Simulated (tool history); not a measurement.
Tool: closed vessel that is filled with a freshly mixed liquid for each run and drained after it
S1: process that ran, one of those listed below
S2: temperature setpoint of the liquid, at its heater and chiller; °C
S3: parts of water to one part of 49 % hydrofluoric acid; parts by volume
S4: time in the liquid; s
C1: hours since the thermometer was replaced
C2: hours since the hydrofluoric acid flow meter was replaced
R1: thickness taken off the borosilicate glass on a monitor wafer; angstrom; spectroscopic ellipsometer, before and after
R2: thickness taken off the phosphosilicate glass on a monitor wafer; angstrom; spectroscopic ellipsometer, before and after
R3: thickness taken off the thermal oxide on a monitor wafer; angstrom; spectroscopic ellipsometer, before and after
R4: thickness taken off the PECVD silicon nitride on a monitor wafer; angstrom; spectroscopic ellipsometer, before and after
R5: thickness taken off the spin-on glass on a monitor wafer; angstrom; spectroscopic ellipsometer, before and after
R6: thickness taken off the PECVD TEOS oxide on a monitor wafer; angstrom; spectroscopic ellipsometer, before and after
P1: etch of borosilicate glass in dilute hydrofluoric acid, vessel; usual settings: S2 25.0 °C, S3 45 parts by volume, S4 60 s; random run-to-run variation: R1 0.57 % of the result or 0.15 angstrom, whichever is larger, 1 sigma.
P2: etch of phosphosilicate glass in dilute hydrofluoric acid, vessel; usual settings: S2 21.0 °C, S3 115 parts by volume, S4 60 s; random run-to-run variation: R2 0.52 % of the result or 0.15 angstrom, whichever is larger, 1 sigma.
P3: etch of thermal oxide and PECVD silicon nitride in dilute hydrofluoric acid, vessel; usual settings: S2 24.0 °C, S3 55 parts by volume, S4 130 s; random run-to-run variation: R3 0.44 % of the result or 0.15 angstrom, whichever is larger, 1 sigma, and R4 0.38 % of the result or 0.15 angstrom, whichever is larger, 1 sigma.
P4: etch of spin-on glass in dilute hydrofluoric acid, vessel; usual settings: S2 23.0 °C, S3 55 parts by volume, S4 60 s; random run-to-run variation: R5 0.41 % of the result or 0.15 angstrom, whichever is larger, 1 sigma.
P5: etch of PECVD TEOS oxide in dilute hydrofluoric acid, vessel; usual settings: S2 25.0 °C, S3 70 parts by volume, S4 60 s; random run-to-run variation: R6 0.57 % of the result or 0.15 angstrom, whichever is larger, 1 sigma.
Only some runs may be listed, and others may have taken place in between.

| run | hour | S1 | S2 | S3 | S4 | C1 | C2 | R1 | R2 | R3 | R4 | R5 | R6 |
|---|---|---|---|---|---|---|---|---|---|---|---|---|---|
| 1 | 13.3 | P1 | 25.0 | 45 | 60 | 609.2 | 269.1 | 461.95 |  |  |  |  |  |
| 2 | 26.0 | P1 | 25.0 | 45 | 60 | 621.9 | 281.8 | 468.35 |  |  |  |  |  |
| 3 | 38.8 | P2 | 21.0 | 115 | 60 | 634.7 | 294.6 |  | 261.98 |  |  |  |  |
| 4 | 53.7 | P3 | 24.0 | 55 | 130 | 649.6 | 309.5 |  |  | 121.260 | 95.884 |  |  |
| 5 | 66.4 | P2 | 21.0 | 115 | 30 | 662.3 | 322.2 |  | 130.69 |  |  |  |  |
| 6 | 76.8 | P2 | 17.0 | 115 | 60 | 672.7 | 332.6 |  | 220.10 |  |  |  |  |
| 7 | 91.3 | P4 | 23.0 | 80 | 60 | 687.2 | 347.1 |  |  |  |  | 169.05 |  |
| 8 | 103.8 | P5 | 25.0 | 70 | 30 | 699.7 | 359.6 |  |  |  |  |  | 57.753 |
| 9 | 122.1 | P1 | 19.5 | 45 | 60 | 718.0 | 377.9 | 369.53 |  |  |  |  |  |
| 10 | 137.0 | P5 | 25.0 | 40 | 60 | 732.9 | 392.8 |  |  |  |  |  | 212.430 |
| 11 | 146.0 | P3 | 28.5 | 55 | 130 | 741.9 | 401.8 |  |  | 144.530 | 129.060 |  |  |
| 12 | 161.2 | P3 | 24.0 | 20 | 130 | 757.1 | 417.0 |  |  | 350.780 | 256.310 |  |  |
| 13 | 178.3 | P1 | 25.0 | 45 | 30 | 774.2 | 434.1 | 234.02 |  |  |  |  |  |
| 14 | 196.0 | P5 | 32.0 | 70 | 60 | 791.9 | 451.8 |  |  |  |  |  | 152.240 |
| 15 | 205.4 | P3 | 24.0 | 55 | 130 | 801.3 | 461.2 |  |  | 119.670 | 96.576 |  |  |
| 16 | 222.2 | P1 | 32.5 | 45 | 60 | 818.1 | 478.0 | 625.46 |  |  |  |  |  |
| 17 | 230.9 | P1 | 25.0 | 45 | 60 | 826.8 | 486.7 | 469.84 |  |  |  |  |  |
| 18 | 248.1 | P1 | 25.0 | 45 | 60 | 844.0 | 503.9 | 463.00 |  |  |  |  |  |
| 19 | 261.9 | P1 | 25.0 | 20 | 60 | 857.8 | 517.7 | 1087.80 |  |  |  |  |  |
| 20 | 278.6 | P2 | 21.0 | 50 | 60 | 874.5 | 534.4 |  | 643.55 |  |  |  |  |
| 21 | 294.9 | P4 | 23.0 | 55 | 60 | 890.8 | 550.7 |  |  |  |  | 254.35 |  |
| 22 | 309.1 | P1 | 25.0 | 45 | 115 | 905.0 | 564.9 | 890.10 |  |  |  |  |  |
| 23 | 321.8 | P5 | 25.0 | 70 | 60 | 917.7 | 577.6 |  |  |  |  |  | 115.730 |
| 24 | 338.6 | P5 | 25.0 | 70 | 60 | 934.5 | 594.4 |  |  |  |  |  | 116.270 |
| 25 | 355.5 | P1 | 25.0 | 45 | 60 | 951.4 | 611.3 | 462.56 |  |  |  |  |  |
| 26 | 373.5 | P3 | 24.0 | 55 | 30 | 969.4 | 629.3 |  |  | 28.002 | 22.332 |  |  |
| 27 | 388.2 | P4 | 23.0 | 55 | 90 | 984.1 | 644.0 |  |  |  |  | 382.21 |  |
| 28 | 399.2 | P1 | 25.0 | 20 | 100 | 995.1 | 655.0 | 1814.40 |  |  |  |  |  |
| 29 | 408.4 | P4 | 31.0 | 55 | 60 | 1004.3 | 664.2 |  |  |  |  | 347.95 |  |
| 30 | 426.0 | P4 | 23.0 | 55 | 60 | 1021.9 | 681.8 |  |  |  |  | 253.95 |  |
| 31 | 440.6 | P1 | 25.0 | 65 | 60 | 1036.5 | 696.4 | 314.89 |  |  |  |  |  |
| 32 | 459.2 | P1 | 25.0 | 45 | 60 | 1055.1 | 715.0 | 463.77 |  |  |  |  |  |
| 33 | 475.9 | P1 | 25.0 | 45 | 60 | 1071.8 | 731.7 | 445.27 |  |  |  |  |  |
| 34 | 493.4 | P1 | 25.0 | 45 | 60 | 1089.3 | 749.2 | 438.83 |  |  |  |  |  |
| 35 | 502.3 | P1 | 25.0 | 45 | 60 | 1098.2 | 758.1 | 437.34 |  |  |  |  |  |
| 36 | 513.6 | P1 | 25.0 | 45 | 60 | 1109.5 | 769.4 | 437.53 |  |  |  |  |  |
| 37 | 528.4 | P1 | 25.0 | 45 | 60 | 1124.3 | 784.2 | 435.36 |  |  |  |  |  |
| 38 | 544.3 | P1 | 25.0 | 45 | 60 | 1140.2 | 800.1 | 432.20 |  |  |  |  |  |

What P1 gives has crept off from where it sat before. The 2 causes that follow fit the log equally well, each at the size noted:
A: hydrofluoric acid flow below the setpoint (%) = 6.57
B: liquid colder than its thermometer reads (K) = 1.76
The process output started creeping at around hour 459.2.

Of the 4 check runs listed below, each run on one wafer and each result written as a question mark, which would let you distinguish the listed causes because they would give clearly different results?
| check 1 | 560.2 | P5 | 25.0 | 70 | 60 |  |  |  |  |  |  |  | ? |
| check 2 | 560.2 | P3 | 24.0 | 55 | 130 |  |  |  |  | ? | ? |  |  |
| check 3 | 560.2 | P2 | 21.0 | 115 | 60 |  |  |  | ? |  |  |  |  |
| check 4 | 560.2 | P4 | 23.0 | 55 | 60 |  |  |  |  |  |  | ? |  |

What each check would give under each cause:
| check | result | if A | if B |
|---|---|---|---|
| check 1 | R6 | 107.730 | 108.070 |
| check 2 | R3 | 112.020 | 112.070 |
| check 2 | R4 | 89.975 | 85.374 |
| check 3 | R2 | 241.06 | 242.38 |
| check 4 | R5 | 236.66 | 236.59 |
How far apart the two closest causes lie, in the result that separates them most: check 1 0.32 %; check 2 5.25 %; check 3 0.55 %; check 4 0.03 %
Only check 2 tells the causes apart: in the others they would give nearly the same result.

Check 2 has now been run. It gave: R3 112.290 angstrom; R4 89.884 angstrom. Which of the candidate causes is it?

Of the candidate causes, it is A: hydrofluoric acid flow below the setpoint (%).
